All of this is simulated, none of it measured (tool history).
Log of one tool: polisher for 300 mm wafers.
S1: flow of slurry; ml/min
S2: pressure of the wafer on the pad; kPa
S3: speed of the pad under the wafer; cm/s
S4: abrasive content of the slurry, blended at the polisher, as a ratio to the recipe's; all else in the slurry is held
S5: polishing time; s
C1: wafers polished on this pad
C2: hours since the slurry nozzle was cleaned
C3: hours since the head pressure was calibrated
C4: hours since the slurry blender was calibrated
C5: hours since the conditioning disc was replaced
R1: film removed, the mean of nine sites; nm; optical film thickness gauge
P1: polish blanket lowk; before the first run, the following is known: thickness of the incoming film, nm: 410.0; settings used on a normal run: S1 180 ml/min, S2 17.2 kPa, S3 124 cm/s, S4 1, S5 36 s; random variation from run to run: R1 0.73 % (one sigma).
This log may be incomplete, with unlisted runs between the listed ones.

| run | day | S1 | S2 | S3 | S4 | S5 | C1 | C2 | C3 | C4 | C5 | R1 |
|---|---|---|---|---|---|---|---|---|---|---|---|---|
| 1 | 0.571 | 180 | 17.2 | 124 | 1 | 36 | 351 | 421.3 | 459.5 | 68.4 | 71.7 | 21.815 |
| 2 | 1.012 | 180 | 17.2 | 124 | 1 | 36 | 519 | 431.9 | 470.1 | 79 | 82.3 | 22.148 |
| 3 | 1.646 | 180 | 17.2 | 124 | 1.45 | 36 | 760 | 447.1 | 485.3 | 94.2 | 97.5 | 25.782 |
| 4 | 2.029 | 180 | 17.2 | 124 | 0.7 | 36 | 906 | 456.3 | 494.5 | 103.4 | 106.7 | 18.639 |
| 5 | 2.629 | 180 | 17.2 | 78 | 1 | 36 | 1135 | 470.7 | 508.9 | 117.8 | 121.1 | 15.141 |
| 6 | 3.042 | 180 | 17.2 | 124 | 1 | 21 | 1292 | 480.6 | 518.8 | 127.7 | 131 | 13.062 |
| 7 | 3.662 | 180 | 7.6 | 124 | 1 | 36 | 1528 | 495.5 | 533.7 | 142.6 | 145.9 | 9.7457 |
| 8 | 3.962 | 180 | 25.5 | 124 | 1 | 36 | 1642 | 502.7 | 540.9 | 149.8 | 153.1 | 32.907 |
| 9 | 4.488 | 180 | 17.2 | 124 | 1 | 36 | 1842 | 515.3 | 553.5 | 162.4 | 165.7 | 21.931 |
| 10 | 5.058 | 180 | 17.2 | 168 | 1 | 36 | 2060 | 529 | 567.2 | 176.1 | 179.4 | 28.394 |
| 11 | 5.633 | 180 | 17.2 | 124 | 1 | 36 | 2279 | 542.8 | 581 | 189.9 | 193.2 | 22.141 |
| 12 | 5.967 | 180 | 17.2 | 184 | 1 | 23 | 2405 | 550.8 | 589 | 197.9 | 201.2 | 19.28 |
| 13 | 6.617 | 290 | 17.2 | 124 | 1 | 36 | 2653 | 566.4 | 604.6 | 213.5 | 216.8 | 23.333 |
| 14 | 7.179 | 180 | 17.2 | 124 | 1 | 36 | 2867 | 579.9 | 618.1 | 227 | 230.3 | 22.125 |
| 15 | 7.675 | 265 | 17.2 | 124 | 1.25 | 36 | 3056 | 591.8 | 630 | 238.9 | 242.2 | 25.713 |
| 16 | 8.067 | 115 | 17.2 | 124 | 1 | 36 | 3205 | 601.2 | 639.4 | 248.3 | 251.6 | 20.45 |
| 17 | 8.646 | 180 | 17.2 | 124 | 0.65 | 54 | 3426 | 615.1 | 653.3 | 262.2 | 265.5 | 26.522 |
| 18 | 9.225 | 180 | 17.2 | 124 | 1 | 36 | 3646 | 629 | 667.2 | 276.1 | 279.4 | 22.262 |
| 19 | 9.75 | 180 | 17.2 | 124 | 1 | 36 | 3846 | 641.6 | 679.8 | 288.7 | 292 | 22.104 |
| 20 | 10.421 | 180 | 17.2 | 124 | 1 | 53 | 4102 | 657.7 | 695.9 | 304.8 | 308.1 | 32.445 |
| 21 | 11.058 | 180 | 17.2 | 124 | 1 | 36 | 4344 | 673 | 711.2 | 320.1 | 323.4 | 21.809 |
| 22 | 11.646 | 180 | 17.2 | 124 | 1 | 36 | 4568 | 687.1 | 725.3 | 334.2 | 337.5 | 20.904 |
| 23 | 11.979 | 180 | 17.2 | 124 | 1 | 36 | 4695 | 695.1 | 733.3 | 342.2 | 345.5 | 20.612 |
| 24 | 12.475 | 180 | 17.2 | 124 | 1 | 36 | 4884 | 707 | 745.2 | 354.1 | 357.4 | 19.997 |
| 25 | 12.808 | 180 | 17.2 | 124 | 1 | 36 | 5011 | 715 | 753.2 | 362.1 | 365.4 | 20.015 |
| 26 | 13.233 | 180 | 17.2 | 124 | 1 | 36 | 5172 | 725.2 | 763.4 | 372.3 | 375.6 | 19.604 |
|  | 13.425 | conditioning disc replaced and pad reconditioned |
|  | 13.517 | slurry nozzle cleaned |
|  | 13.592 | head pressure recalibrated |
| 27 | 13.8 | 180 | 17.2 | 124 | 1 | 36 | 5388 | 6.9 | 5 | 385.9 | 9.1 | 19.405 |
| 28 | 14.4 | 180 | 17.2 | 124 | 1 | 36 | 5617 | 21.3 | 19.4 | 400.3 | 23.5 | 19.405 |
| 29 | 14.821 | 180 | 17.2 | 124 | 1 | 36 | 5777 | 31.4 | 29.5 | 410.4 | 33.6 | 19.731 |

P1 no longer gives what it gave before; its output has crept away from where it was. The following 2 causes, each at its listed size, fit the log equally well:
A: abrasive missing from the slurry, % = 23.3
B: removal rate lost through wear of the pad, % = 12.2
The onset of the drift is placed at about day 11.058.
Excluded causes, each with its reason:
slurry flow missing at the pad, %: serviced at day 13.517, which brought nothing back
head's pressure below its setpoint, %: serviced at day 13.592, which brought nothing back
time polished since the conditioner stopped cutting, s: serviced at day 13.425, which brought nothing back

The 4 check runs listed below each average the results of 5 wafers, and their outcomes are marked with question marks. Under which run would the listed causes produce clearly different results?
| check 1 | 15.242 | 180 | 7.6 | 82 | 1 | 36 |  |  |  |  |  | ? |
| check 2 | 15.242 | 285 | 17.2 | 124 | 1 | 36 |  |  |  |  |  | ? |
| check 3 | 15.242 | 180 | 17.2 | 124 | 1.4 | 45 |  |  |  |  |  | ? |
| check 4 | 15.242 | 265 | 22.8 | 124 | 1 | 36 |  |  |  |  |  | ? |

Outcome of each check run for each possible cause:
| check | result | if A | if B |
|---|---|---|---|
| check 1 | R1 | 6.1447 | 6.14 |
| check 2 | R1 | 20.529 | 20.513 |
| check 3 | R1 | 28.55 | 27.908 |
| check 4 | R1 | 26.906 | 26.886 |
Gap, in per cent, between the two causes that each check separates least, read from the result that separates them most: check 1 0.08 %; check 2 0.08 %; check 3 2.27 %; check 4 0.08 %
The other checks would show nearly matching results whichever cause is true, so check 3 is the only one that separates the causes.

Here is what check 3 returned: R1 27.924 nm. Which cause is it?

B is the cause: removal rate lost through wear of the pad, %.

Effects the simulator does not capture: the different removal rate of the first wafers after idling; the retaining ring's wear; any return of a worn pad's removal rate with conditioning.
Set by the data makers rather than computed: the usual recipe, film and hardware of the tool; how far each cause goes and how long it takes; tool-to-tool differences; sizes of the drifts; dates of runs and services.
